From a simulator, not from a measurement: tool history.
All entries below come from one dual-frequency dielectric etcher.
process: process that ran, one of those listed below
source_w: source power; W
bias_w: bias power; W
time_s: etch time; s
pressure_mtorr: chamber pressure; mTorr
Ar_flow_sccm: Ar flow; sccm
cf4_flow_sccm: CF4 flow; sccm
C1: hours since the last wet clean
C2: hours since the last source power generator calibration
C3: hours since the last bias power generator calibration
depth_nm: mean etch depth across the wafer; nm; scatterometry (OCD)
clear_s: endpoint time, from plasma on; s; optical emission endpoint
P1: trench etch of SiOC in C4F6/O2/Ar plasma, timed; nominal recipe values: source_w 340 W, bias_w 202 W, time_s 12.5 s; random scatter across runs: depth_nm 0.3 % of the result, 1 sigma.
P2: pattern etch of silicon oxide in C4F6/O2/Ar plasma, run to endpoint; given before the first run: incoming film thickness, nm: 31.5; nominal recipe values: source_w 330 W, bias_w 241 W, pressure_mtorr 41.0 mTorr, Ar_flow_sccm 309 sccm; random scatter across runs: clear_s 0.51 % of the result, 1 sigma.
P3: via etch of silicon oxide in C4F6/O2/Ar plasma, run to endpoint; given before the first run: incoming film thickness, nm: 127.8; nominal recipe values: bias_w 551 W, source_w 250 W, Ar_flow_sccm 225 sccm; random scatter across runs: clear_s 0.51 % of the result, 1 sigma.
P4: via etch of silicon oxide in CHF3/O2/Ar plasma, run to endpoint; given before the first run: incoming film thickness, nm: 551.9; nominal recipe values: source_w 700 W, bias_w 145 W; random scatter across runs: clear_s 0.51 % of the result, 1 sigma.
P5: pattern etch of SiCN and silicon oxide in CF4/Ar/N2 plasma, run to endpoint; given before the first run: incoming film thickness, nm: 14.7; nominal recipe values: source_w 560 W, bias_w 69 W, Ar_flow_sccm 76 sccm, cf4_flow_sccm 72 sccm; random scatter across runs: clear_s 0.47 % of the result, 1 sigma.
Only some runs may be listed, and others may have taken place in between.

run 1 day=0.438 | process=P1 source_w=340 bias_w=202 time_s=12.5 | C1=336.9 C2=1799.8 C3=2071.8 | depth_nm=24.630
run 2 day=0.921 | process=P2 source_w=260 bias_w=241 pressure_mtorr=41.0 Ar_flow_sccm=309 | C1=348.5 C2=1811.4 C3=2083.4 | clear_s=10.8290
run 3 day=1.346 | process=P1 source_w=340 bias_w=240 time_s=12.5 | C1=358.7 C2=1821.6 C3=2093.6 | depth_nm=26.262
-- day=1.642 bias power generator calibrated
run 4 day=1.988 | process=P4 source_w=420 bias_w=145 | C1=374.1 C2=1837.0 C3=8.4 | clear_s=356.3800
run 5 day=2.288 | process=P1 source_w=340 bias_w=119 time_s=12.5 | C1=381.3 C2=1844.2 C3=15.6 | depth_nm=20.941
run 6 day=2.800 | process=P5 source_w=560 bias_w=69 Ar_flow_sccm=76 cf4_flow_sccm=72 | C1=393.6 C2=1856.5 C3=27.9 | clear_s=13.4820
run 7 day=3.133 | process=P1 source_w=340 bias_w=202 time_s=12.5 | C1=401.6 C2=1864.5 C3=35.9 | depth_nm=24.770
run 8 day=3.562 | process=P3 source_w=250 bias_w=551 Ar_flow_sccm=168 | C1=411.9 C2=1874.8 C3=46.2 | clear_s=31.0050
run 9 day=4.083 | process=P1 source_w=460 bias_w=202 time_s=12.5 | C1=424.4 C2=1887.3 C3=58.7 | depth_nm=27.630
run 10 day=4.638 | process=P2 source_w=330 bias_w=241 pressure_mtorr=41.0 Ar_flow_sccm=309 | C1=437.7 C2=1900.6 C3=72.0 | clear_s=9.9191
run 11 day=5.225 | process=P2 source_w=330 bias_w=158 pressure_mtorr=41.0 Ar_flow_sccm=309 | C1=451.8 C2=1914.7 C3=86.1 | clear_s=11.4160
run 12 day=5.704 | process=P1 source_w=410 bias_w=202 time_s=9.5 | C1=463.3 C2=1926.2 C3=97.6 | depth_nm=20.228
run 13 day=6.012 | process=P2 source_w=330 bias_w=241 pressure_mtorr=27.5 Ar_flow_sccm=309 | C1=470.7 C2=1933.6 C3=105.0 | clear_s=9.4202
run 14 day=6.512 | process=P4 source_w=700 bias_w=190 | C1=482.7 C2=1945.6 C3=117.0 | clear_s=267.7300
run 15 day=6.854 | process=P5 source_w=560 bias_w=69 Ar_flow_sccm=99 cf4_flow_sccm=72 | C1=490.9 C2=1953.8 C3=125.2 | clear_s=14.0440
-- day=7.129 wet clean of the chamber
run 16 day=7.325 | process=P1 source_w=220 bias_w=202 time_s=9.5 | C1=4.8 C2=1965.1 C3=136.5 | depth_nm=15.918
run 17 day=7.642 | process=P1 source_w=340 bias_w=202 time_s=12.5 | C1=12.4 C2=1972.7 C3=144.1 | depth_nm=24.757
run 18 day=8.167 | process=P2 source_w=330 bias_w=241 pressure_mtorr=41.0 Ar_flow_sccm=368 | C1=25.0 C2=1985.3 C3=156.7 | clear_s=10.1210
run 19 day=8.804 | process=P1 source_w=340 bias_w=202 time_s=17.5 | C1=40.3 C2=2000.6 C3=172.0 | depth_nm=34.533
run 20 day=9.158 | process=P1 source_w=340 bias_w=202 time_s=12.5 | C1=48.8 C2=2009.1 C3=180.5 | depth_nm=24.735
run 21 day=9.804 | process=P1 source_w=250 bias_w=202 time_s=12.5 | C1=64.3 C2=2024.6 C3=196.0 | depth_nm=21.926
run 22 day=10.371 | process=P5 source_w=560 bias_w=69 Ar_flow_sccm=76 cf4_flow_sccm=87 | C1=77.9 C2=2038.2 C3=209.6 | clear_s=13.2050
run 23 day=11.012 | process=P3 source_w=250 bias_w=551 Ar_flow_sccm=225 | C1=93.3 C2=2053.6 C3=225.0 | clear_s=31.7050
run 24 day=11.642 | process=P1 source_w=340 bias_w=202 time_s=12.5 | C1=108.4 C2=2068.7 C3=240.1 | depth_nm=24.700
run 25 day=12.017 | process=P1 source_w=340 bias_w=202 time_s=12.5 | C1=117.4 C2=2077.7 C3=249.1 | depth_nm=24.599
run 26 day=12.621 | process=P1 source_w=340 bias_w=238 time_s=9.5 | C1=131.9 C2=2092.2 C3=263.6 | depth_nm=19.853
run 27 day=13.083 | process=P1 source_w=340 bias_w=202 time_s=7.0 | C1=143.0 C2=2103.3 C3=274.7 | depth_nm=13.815
run 28 day=13.712 | process=P3 source_w=250 bias_w=689 Ar_flow_sccm=225 | C1=158.1 C2=2118.4 C3=289.8 | clear_s=29.3750
run 29 day=14.221 | process=P5 source_w=330 bias_w=69 Ar_flow_sccm=76 cf4_flow_sccm=72 | C1=170.3 C2=2130.6 C3=302.0 | clear_s=21.4020
run 30 day=14.788 | process=P3 source_w=310 bias_w=551 Ar_flow_sccm=225 | C1=183.9 C2=2144.2 C3=315.6 | clear_s=29.5450
run 31 day=15.162 | process=P4 source_w=700 bias_w=145 | C1=192.9 C2=2153.2 C3=324.6 | clear_s=291.0400
run 32 day=15.833 | process=P5 source_w=560 bias_w=42 Ar_flow_sccm=76 cf4_flow_sccm=72 | C1=209.0 C2=2169.3 C3=340.7 | clear_s=15.6640
run 33 day=16.383 | process=P1 source_w=340 bias_w=202 time_s=12.5 | C1=222.2 C2=2182.5 C3=353.9 | depth_nm=24.603
run 34 day=16.862 | process=P1 source_w=340 bias_w=202 time_s=12.5 | C1=233.7 C2=2194.0 C3=365.4 | depth_nm=24.429
run 35 day=17.196 | process=P1 source_w=340 bias_w=202 time_s=12.5 | C1=241.7 C2=2202.0 C3=373.4 | depth_nm=24.569
run 36 day=17.625 | process=P1 source_w=340 bias_w=202 time_s=12.5 | C1=252.0 C2=2212.3 C3=383.7 | depth_nm=24.350
run 37 day=18.304 | process=P1 source_w=340 bias_w=202 time_s=12.5 | C1=268.3 C2=2228.6 C3=400.0 | depth_nm=24.334

What will run 38 give?
run 38 day=18.921 | process=P1 source_w=340 bias_w=202 time_s=12.5 | C1=283.1 C2=2243.4 C3=414.8 | depth_nm=?

{"run 38": {"depth_nm": 24.224}}

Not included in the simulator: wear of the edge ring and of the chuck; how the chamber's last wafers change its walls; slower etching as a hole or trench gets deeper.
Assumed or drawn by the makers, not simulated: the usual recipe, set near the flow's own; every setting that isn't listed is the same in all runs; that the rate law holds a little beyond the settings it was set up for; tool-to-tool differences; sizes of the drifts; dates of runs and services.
